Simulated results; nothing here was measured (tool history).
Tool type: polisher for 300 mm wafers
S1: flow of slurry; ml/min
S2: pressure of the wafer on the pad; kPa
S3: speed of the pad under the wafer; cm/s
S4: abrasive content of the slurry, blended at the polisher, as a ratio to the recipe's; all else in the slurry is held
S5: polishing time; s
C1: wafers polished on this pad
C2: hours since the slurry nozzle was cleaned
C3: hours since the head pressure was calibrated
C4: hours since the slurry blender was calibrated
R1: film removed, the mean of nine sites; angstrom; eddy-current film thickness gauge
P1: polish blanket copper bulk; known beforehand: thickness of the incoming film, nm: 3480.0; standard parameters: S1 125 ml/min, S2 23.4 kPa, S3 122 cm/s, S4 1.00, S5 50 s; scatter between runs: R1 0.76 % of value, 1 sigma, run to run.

run	hour	S1	S2	S3	S4	S5	C1	C2	C3	C4	R1
1	7.3	125	23.4	122	1.00	50	522	246.6	316.9	139.7	6814.8
2	17.8	125	23.4	84	1.00	50	605	257.1	327.4	150.2	4668.4
3	33.4	125	23.4	122	0.55	24	728	272.7	343.0	165.8	2870.9
4	47.6	125	10.3	122	1.00	50	841	286.9	357.2	180.0	2963.6
5	62.5	190	23.4	122	1.00	50	958	301.8	372.1	194.9	7268.0
6	73.4	125	23.4	122	1.00	50	1045	312.7	383.0	205.8	6674.4
7	80.3	125	23.4	122	1.00	34	1099	319.6	389.9	212.7	4621.1
8	89.2	125	23.4	164	0.60	50	1170	328.5	398.8	221.6	8102.6
9	96.6	125	23.4	122	1.00	50	1228	335.9	406.2	229.0	6738.6
10	107.5	125	23.4	122	0.60	50	1314	346.8	417.1	239.9	6124.8
11	122.8	75	23.4	122	1.00	50	1435	362.1	432.4	255.2	5951.0
12	135.4	125	23.4	122	1.45	50	1535	374.7	445.0	267.8	7378.2
13	147.7	125	31.7	122	1.00	50	1632	387.0	457.3	280.1	9318.5
14	157.7	125	23.4	122	1.00	50	1711	397.0	467.3	290.1	6825.4
15	166.3	80	23.4	122	1.00	37	1779	405.6	475.9	298.7	4423.3
16	176.4	125	23.4	122	1.00	50	1859	415.7	486.0	308.8	6884.9
17	185.6	125	23.4	122	1.00	50	1932	424.9	495.2	318.0	6762.1
18	195.1	125	23.4	122	1.00	78	2007	434.4	504.7	327.5	10550.0
19	210.2	125	23.4	190	1.00	50	2126	449.5	519.8	342.6	10580.0
20	223.8	125	23.4	122	1.00	50	2234	463.1	533.4	356.2	6747.2
21	230.8	125	23.4	122	1.00	50	2289	470.1	540.4	363.2	6569.0
22	239.7	125	23.4	122	1.00	50	2359	479.0	549.3	372.1	6334.0
23	253.8	125	23.4	122	1.00	50	2471	493.1	563.4	386.2	6171.6
# hour 257.2: worn pad replaced by a new one
24	263.6	125	23.4	122	1.00	50	51	502.9	573.2	396.0	6078.9
# hour 269.5: slurry blender recalibrated
25	272.6	125	23.4	122	1.00	50	122	511.9	582.2	3.1	6149.6
26	286.4	125	23.4	122	1.00	50	231	525.7	596.0	16.9	6066.2
27	299.3	125	23.4	122	1.00	50	333	538.6	608.9	29.8	6051.5

P1 no longer gives what it gave before; its output has crept away from where it was. The following 2 causes, each at its listed size, fit the log equally well:
A: head's pressure below its setpoint, % = 10.4
B: slurry flow missing at the pad, % = 35.7
Onset of the creep was near hour 223.8.
All other causes, with the reason each is excluded:
removal rate lost through wear of the pad, %: maintenance at hour 257.2, after the shift began, did not return the process to its former output
abrasive missing from the slurry, %: maintenance at hour 269.5, after the shift began, did not return the process to its former output

Question marks stand in for the results of the 4 check runs listed below, each run on one wafer. Under which run would the listed causes show clearly different results?
check 1	312.2	75	23.4	88	1.00	50					?
check 2	312.2	125	23.4	122	1.45	50					?
check 3	312.2	125	31.0	96	1.00	50					?
check 4	312.2	125	23.4	122	1.00	68					?

How each check would come out, cause by cause:
check	result	if A	if B
check 1	R1	3829.8	3611.6
check 2	R1	6564.5	6566.5
check 3	R1	6302.5	6304.4
check 4	R1	8230.2	8232.7
Minimum pairwise separation of causes per check, each pair taken at its best-separating result: check 1 5.87 %; check 2 0.03 %; check 3 0.03 %; check 4 0.03 %
Of the check runs offered, only check 1 discriminates between the causes; the rest would read about the same regardless of which cause applies.

Running check 1 produced the following: R1 3820.2 angstrom. Which one of the listed causes fits?

It is A: head's pressure below its setpoint, %.
